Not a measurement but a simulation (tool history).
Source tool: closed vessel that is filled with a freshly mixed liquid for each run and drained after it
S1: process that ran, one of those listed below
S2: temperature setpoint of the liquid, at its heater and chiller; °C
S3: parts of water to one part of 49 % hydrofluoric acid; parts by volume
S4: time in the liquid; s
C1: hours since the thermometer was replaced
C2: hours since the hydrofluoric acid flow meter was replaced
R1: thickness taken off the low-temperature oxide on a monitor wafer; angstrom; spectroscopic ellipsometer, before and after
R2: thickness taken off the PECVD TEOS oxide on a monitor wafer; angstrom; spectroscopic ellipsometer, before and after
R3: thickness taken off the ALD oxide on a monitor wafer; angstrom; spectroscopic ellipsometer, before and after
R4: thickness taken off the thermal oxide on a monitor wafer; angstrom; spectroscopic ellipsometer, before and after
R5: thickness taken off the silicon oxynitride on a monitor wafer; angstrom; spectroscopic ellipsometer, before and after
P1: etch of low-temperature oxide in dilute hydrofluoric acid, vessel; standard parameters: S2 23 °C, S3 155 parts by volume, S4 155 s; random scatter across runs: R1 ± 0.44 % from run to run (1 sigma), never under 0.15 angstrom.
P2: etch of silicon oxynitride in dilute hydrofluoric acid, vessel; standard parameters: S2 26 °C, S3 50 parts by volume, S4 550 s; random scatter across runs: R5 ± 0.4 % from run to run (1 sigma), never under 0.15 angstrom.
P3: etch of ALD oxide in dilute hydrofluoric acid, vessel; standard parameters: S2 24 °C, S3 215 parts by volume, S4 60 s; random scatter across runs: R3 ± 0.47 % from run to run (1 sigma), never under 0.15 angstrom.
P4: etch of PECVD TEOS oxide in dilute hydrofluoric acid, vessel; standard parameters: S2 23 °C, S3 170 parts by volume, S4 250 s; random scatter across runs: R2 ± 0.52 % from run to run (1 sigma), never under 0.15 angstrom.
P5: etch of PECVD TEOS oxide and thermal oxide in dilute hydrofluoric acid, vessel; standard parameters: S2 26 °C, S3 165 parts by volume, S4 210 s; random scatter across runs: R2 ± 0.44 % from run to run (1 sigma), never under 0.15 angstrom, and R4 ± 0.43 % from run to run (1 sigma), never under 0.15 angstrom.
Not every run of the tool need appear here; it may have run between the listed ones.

Run 1, hour 3.2: S1 P1, S2 23 °C, S3 155 parts by volume, S4 155 s; C1 314.3; C2 490. Result: R1 213.39 angstrom.
Run 2, hour 9.1: S1 P4, S2 30.5 °C, S3 170 parts by volume, S4 250 s; C1 320.2; C2 495.9. Result: R2 156.11 angstrom.
Run 3, hour 15.6: S1 P1, S2 17 °C, S3 155 parts by volume, S4 155 s; C1 326.7; C2 502.4. Result: R1 167.89 angstrom.
Run 4, hour 20.3: S1 P3, S2 24 °C, S3 215 parts by volume, S4 60 s; C1 331.4; C2 507.1. Result: R3 59.411 angstrom.
Run 5, hour 23.4: S1 P1, S2 23 °C, S3 155 parts by volume, S4 30 s; C1 334.5; C2 510.2. Result: R1 41.066 angstrom.
Run 6, hour 28.9: S1 P5, S2 26 °C, S3 165 parts by volume, S4 210 s; C1 340; C2 515.7. Result: R2 250.97 angstrom, R4 58.626 angstrom.
Run 7, hour 34.2: S1 P1, S2 23 °C, S3 230 parts by volume, S4 50 s; C1 345.3; C2 521. Result: R1 42.408 angstrom.
Run 8, hour 40.2: S1 P4, S2 23 °C, S3 170 parts by volume, S4 60 s; C1 351.3; C2 527. Result: R2 28.928 angstrom.
Run 9, hour 43.9: S1 P1, S2 23 °C, S3 155 parts by volume, S4 155 s; C1 355; C2 530.7. Result: R1 211.98 angstrom.
Run 10, hour 48: S1 P5, S2 33 °C, S3 165 parts by volume, S4 210 s; C1 359.1; C2 534.8. Result: R2 322.39 angstrom, R4 74.824 angstrom.
Run 11, hour 51.5: S1 P3, S2 24 °C, S3 80 parts by volume, S4 60 s; C1 362.6; C2 538.3. Result: R3 184.91 angstrom.
Run 12, hour 57.5: S1 P2, S2 31 °C, S3 50 parts by volume, S4 550 s; C1 368.6; C2 544.3. Result: R5 592.84 angstrom.
Run 13, hour 62.4: S1 P3, S2 20.5 °C, S3 215 parts by volume, S4 60 s; C1 373.5; C2 549.2. Result: R3 51.711 angstrom.
Run 14, hour 66: S1 P1, S2 23 °C, S3 155 parts by volume, S4 155 s; C1 377.1; C2 552.8. Result: R1 212.01 angstrom.
Run 15, hour 71.3: S1 P2, S2 26 °C, S3 50 parts by volume, S4 550 s; C1 382.4; C2 558.1. Result: R5 464.61 angstrom.
Run 16, hour 76.2: S1 P1, S2 23 °C, S3 155 parts by volume, S4 155 s; C1 387.3; C2 563. Result: R1 214.29 angstrom.
Run 17, hour 80.8: S1 P5, S2 26 °C, S3 45 parts by volume, S4 210 s; C1 391.9; C2 567.6. Result: R2 1079.9 angstrom, R4 248.96 angstrom.
Run 18, hour 84.8: S1 P2, S2 26 °C, S3 30 parts by volume, S4 550 s; C1 395.9; C2 571.6. Result: R5 787 angstrom.
Run 19, hour 89.1: S1 P5, S2 26 °C, S3 165 parts by volume, S4 365 s; C1 400.2; C2 575.9. Result: R2 439.7 angstrom, R4 102.76 angstrom.
At hour 90: hydrofluoric acid flow meter replaced.
Run 20, hour 94: S1 P1, S2 28 °C, S3 155 parts by volume, S4 155 s; C1 405.1; C2 4. Result: R1 255.71 angstrom.
Run 21, hour 97: S1 P1, S2 23 °C, S3 155 parts by volume, S4 155 s; C1 408.1; C2 7. Result: R1 212.88 angstrom.
Run 22, hour 103: S1 P4, S2 23 °C, S3 40 parts by volume, S4 250 s; C1 414.1; C2 13. Result: R2 592.83 angstrom.
Run 23, hour 106.2: S1 P3, S2 24 °C, S3 215 parts by volume, S4 60 s; C1 417.3; C2 16.2. Result: R3 59.102 angstrom.
Run 24, hour 111.2: S1 P1, S2 23 °C, S3 155 parts by volume, S4 155 s; C1 422.3; C2 21.2. Result: R1 212.54 angstrom.
Run 25, hour 117.8: S1 P4, S2 23 °C, S3 170 parts by volume, S4 250 s; C1 428.9; C2 27.8. Result: R2 117.91 angstrom.
Run 26, hour 121.2: S1 P2, S2 26 °C, S3 50 parts by volume, S4 860 s; C1 432.3; C2 31.2. Result: R5 727.7 angstrom.
Run 27, hour 128: S1 P1, S2 23 °C, S3 55 parts by volume, S4 155 s; C1 439.1; C2 38. Result: R1 676.26 angstrom.
Run 28, hour 133.6: S1 P3, S2 24 °C, S3 215 parts by volume, S4 30 s; C1 444.7; C2 43.6. Result: R3 29.49 angstrom.
Run 29, hour 139.8: S1 P1, S2 23 °C, S3 155 parts by volume, S4 155 s; C1 450.9; C2 49.8. Result: R1 213.54 angstrom.
Run 30, hour 145.2: S1 P4, S2 23 °C, S3 170 parts by volume, S4 250 s; C1 456.3; C2 55.2. Result: R2 118.3 angstrom.
Run 31, hour 151.7: S1 P1, S2 23 °C, S3 155 parts by volume, S4 225 s; C1 462.8; C2 61.7. Result: R1 308.38 angstrom.
Run 32, hour 155.5: S1 P1, S2 23 °C, S3 250 parts by volume, S4 155 s; C1 466.6; C2 65.5. Result: R1 119.68 angstrom.
Run 33, hour 159: S1 P1, S2 23 °C, S3 155 parts by volume, S4 155 s; C1 470.1; C2 69. Result: R1 212.36 angstrom.

Forecast run 34:
Run 34, hour 165.5: S1 P1, S2 23 °C, S3 155 parts by volume, S4 155 s; C1 476.6; C2 75.5. Result: R1 ?.

R1: 205.21 angstrom
